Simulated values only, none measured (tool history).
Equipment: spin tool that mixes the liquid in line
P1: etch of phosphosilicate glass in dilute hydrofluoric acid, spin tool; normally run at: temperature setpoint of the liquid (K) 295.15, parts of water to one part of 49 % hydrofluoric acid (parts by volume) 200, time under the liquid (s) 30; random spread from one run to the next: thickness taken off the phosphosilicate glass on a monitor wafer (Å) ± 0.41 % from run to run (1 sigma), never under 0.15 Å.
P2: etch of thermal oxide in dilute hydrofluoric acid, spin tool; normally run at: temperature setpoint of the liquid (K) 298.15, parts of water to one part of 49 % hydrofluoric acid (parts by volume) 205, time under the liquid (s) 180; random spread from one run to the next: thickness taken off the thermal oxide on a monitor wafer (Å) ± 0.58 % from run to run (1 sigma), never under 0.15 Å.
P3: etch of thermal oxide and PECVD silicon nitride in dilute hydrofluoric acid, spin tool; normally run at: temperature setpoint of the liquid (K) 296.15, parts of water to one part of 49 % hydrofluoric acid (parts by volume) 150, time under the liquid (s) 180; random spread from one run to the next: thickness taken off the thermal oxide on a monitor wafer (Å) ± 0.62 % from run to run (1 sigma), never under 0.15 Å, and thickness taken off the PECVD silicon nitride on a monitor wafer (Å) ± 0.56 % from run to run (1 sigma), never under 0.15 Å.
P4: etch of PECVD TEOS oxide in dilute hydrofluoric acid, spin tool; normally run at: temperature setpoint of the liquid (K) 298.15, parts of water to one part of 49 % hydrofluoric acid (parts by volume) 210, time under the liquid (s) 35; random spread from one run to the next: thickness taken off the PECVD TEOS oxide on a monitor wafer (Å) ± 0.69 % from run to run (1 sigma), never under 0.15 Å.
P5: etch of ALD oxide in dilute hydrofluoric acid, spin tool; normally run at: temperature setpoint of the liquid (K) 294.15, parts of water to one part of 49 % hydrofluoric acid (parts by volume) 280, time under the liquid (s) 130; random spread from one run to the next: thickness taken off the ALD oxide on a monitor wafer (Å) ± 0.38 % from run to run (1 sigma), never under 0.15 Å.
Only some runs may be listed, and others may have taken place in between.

run,day,process that ran,temperature setpoint of the liquid (K),parts of water to one part of 49 % hydrofluoric acid (parts by volume),time under the liquid (s),thickness taken off the phosphosilicate glass on a monitor wafer (Å),thickness taken off the ALD oxide on a monitor wafer (Å),thickness taken off the thermal oxide on a monitor wafer (Å),thickness taken off the PECVD silicon nitride on a monitor wafer (Å),thickness taken off the PECVD TEOS oxide on a monitor wafer (Å)
1,0.533,P1,295.15,200,30,129.990,,,,
2,1.046,P5,290.65,280,130,,97.710,,,
3,1.742,P1,295.15,355,60,126.410,,,,
4,2.346,P3,296.15,150,180,,,52.2180,63.8600,
5,2.946,P2,302.15,205,180,,,44.0660,,
6,3.271,P4,298.15,85,35,,,,,107.920
7,3.825,P5,294.15,510,130,,49.793,,,
8,4.492,P5,294.15,280,130,,110.110,,,
9,5.117,P5,294.15,280,205,,173.830,,,
10,5.471,P4,298.15,210,35,,,,,37.280
11,6.038,P1,295.15,200,15,64.601,,,,
12,6.688,P1,295.15,200,30,130.190,,,,
13,7.200,P3,296.15,150,180,,,51.8580,64.3610,
14,7.521,P1,295.15,200,30,130.610,,,,
15,8.212,P3,296.15,220,180,,,32.2460,44.1500,
16,8.821,P1,295.15,200,60,260.670,,,,
17,9.212,P1,295.15,200,30,130.040,,,,
18,9.788,P3,290.15,150,180,,,41.5140,43.0410,
19,10.279,P4,298.15,210,35,,,,,38.401
20,10.833,P1,295.15,100,30,292.960,,,,
21,11.479,P2,298.15,205,180,,,37.8050,,
22,11.938,P3,296.15,150,15,,,4.3175,5.2543,
23,12.608,P2,298.15,345,180,,,19.5250,,
24,13.125,P1,295.15,340,30,66.735,,,,
25,13.804,P4,304.65,210,35,,,,,46.783
26,14.154,P1,295.15,200,30,129.720,,,,
27,14.862,P4,298.15,210,60,,,,,65.907
28,15.208,P1,290.15,200,30,106.300,,,,
29,15.775,P2,298.15,205,15,,,2.8640,,
30,16.125,P1,299.65,200,30,153.130,,,,
31,16.558,P1,295.15,200,30,130.260,,,,
32,16.896,P1,295.15,200,30,126.700,,,,
33,17.479,P1,295.15,200,30,123.520,,,,
34,18.079,P1,295.15,200,30,121.080,,,,
35,18.562,P1,295.15,200,30,120.470,,,,
36,18.975,P1,295.15,200,30,120.990,,,,
37,19.688,P1,295.15,200,30,120.280,,,,
38,20.375,P1,295.15,200,30,120.170,,,,

The output of P1 has drifted from where it used to be. Each of the 2 causes below, taken at the size shown beside it, accounts for the log equally well:
A: hydrofluoric acid flow below the setpoint (%) = 6.6
B: liquid colder than its thermometer reads (K) = 2.17
The process output started creeping at around day 16.558.

4 check runs are offered, one wafer each, their results left as question marks. Which one tells the causes apart?
check 1,21.062,P3,296.15,150,180,,,?,?,
check 2,21.062,P2,298.15,205,180,,,?,,
check 3,21.062,P4,298.15,210,35,,,,,?
check 4,21.062,P5,294.15,280,130,,?,,,

Predicted outcomes, by check and by cause:
check,result,if A,if B
check 1,thickness taken off the thermal oxide on a monitor wafer (Å),48.1110,47.8870
check 1,thickness taken off the PECVD silicon nitride on a monitor wafer (Å),59.8010,55.4640
check 2,thickness taken off the thermal oxide on a monitor wafer (Å),34.8600,35.0000
check 3,thickness taken off the PECVD TEOS oxide on a monitor wafer (Å),34.855,35.013
check 4,thickness taken off the ALD oxide on a monitor wafer (Å),100.970,101.610
Minimum pairwise separation of causes per check, each pair taken at its best-separating result: check 1 7.53 %; check 2 0.4 %; check 3 0.45 %; check 4 0.63 %
Of the check runs offered, only check 1 discriminates between the causes; the rest would read about the same regardless of which cause applies.

Here is what check 1 returned: thickness taken off the thermal oxide on a monitor wafer (Å) 48.1180; thickness taken off the PECVD silicon nitride on a monitor wafer (Å) 55.1940. Which cause is it?

B is the cause: liquid colder than its thermometer reads (K).

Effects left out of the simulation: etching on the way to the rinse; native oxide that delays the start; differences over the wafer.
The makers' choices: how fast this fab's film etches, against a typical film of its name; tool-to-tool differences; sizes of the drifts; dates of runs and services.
